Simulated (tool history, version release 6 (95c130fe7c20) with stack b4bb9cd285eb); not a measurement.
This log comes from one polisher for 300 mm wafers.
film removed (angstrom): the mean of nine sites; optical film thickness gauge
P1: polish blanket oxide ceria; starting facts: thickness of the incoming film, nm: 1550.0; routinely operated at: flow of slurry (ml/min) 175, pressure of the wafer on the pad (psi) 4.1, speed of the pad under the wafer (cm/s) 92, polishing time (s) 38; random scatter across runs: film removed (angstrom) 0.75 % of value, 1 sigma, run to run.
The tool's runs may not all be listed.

run	hour	flow of slurry (ml/min)	pressure of the wafer on the pad (psi)	speed of the pad under the wafer (cm/s)	polishing time (s)	film removed (angstrom)
1	8.6	175	4.1	92	38	2155.9
2	18.0	235	4.1	92	26	1564.5
3	34.0	175	6.4	92	38	3379.2
4	49.7	105	4.1	92	38	1957.4
5	62.9	260	4.1	92	38	2255.0
6	78.8	175	4.1	92	38	2170.8
7	92.3	175	4.1	48	38	1128.8
8	100.5	175	4.1	92	38	2176.0
9	110.6	175	4.1	144	38	3409.3
10	123.8	175	1.9	92	38	1000.3
11	131.0	175	4.1	92	59	3385.8
12	140.3	175	4.1	130	55	4450.1
13	155.6	175	4.1	92	20	1138.8
14	163.2	175	4.1	92	38	2178.4
15	170.8	175	4.1	92	38	2168.3
16	178.5	175	4.1	92	38	2112.3
17	189.7	175	4.1	92	38	2063.8
18	199.2	175	4.1	92	38	2047.8
# hour 203.2: head pressure recalibrated
19	211.2	175	4.1	92	38	2054.1
20	226.9	175	4.1	92	38	2039.4
21	240.1	175	4.1	92	38	2042.6
22	248.5	175	4.1	92	38	2007.1
23	259.0	175	4.1	92	38	1973.0

Something has made what P1 gives creep away from where it was; the 2 causes below, each at its own stated size, fit the log equally well:
A: removal rate lost through wear of the pad, % = 7.48
B: slurry flow missing at the pad, % = 34.7
At approximately hour 170.8, the process output began to creep.
The rest of the possible causes, and what rules out each one:
head's pressure below its setpoint, %: work on it at hour 203.2, done after the drift set in, did not restore what the process gave before

You are offered 4 check runs, listed below with question marks in place of their results; each one averages 3 wafers. Which run separates the listed causes by giving clearly different results for each?
check 1	269.5	175	5.7	92	52	?
check 2	269.5	115	4.1	92	38	?
check 3	269.5	175	2.0	64	38	?
check 4	269.5	175	4.1	142	38	?

What every check run would give for each of its results, assuming each possible cause in turn:
check	result	if A	if B
check 1	film removed (angstrom)	3823.20	3823.50
check 2	film removed (angstrom)	1862.00	1797.40
check 3	film removed (angstrom)	681.95	682.01
check 4	film removed (angstrom)	3101.80	3102.10
Per-check spread between the two closest causes, in the result where they differ most: check 1 0.01 %; check 2 3.53 %; check 3 0.01 %; check 4 0.01 %
Check 2 is the one run that separates the causes; every other check would come out nearly the same whichever cause is at work.

After running check 2, the following was obtained: film removed (angstrom) 1859.40. Which cause does this point to?

The correct cause is A, namely: removal rate lost through wear of the pad, %.
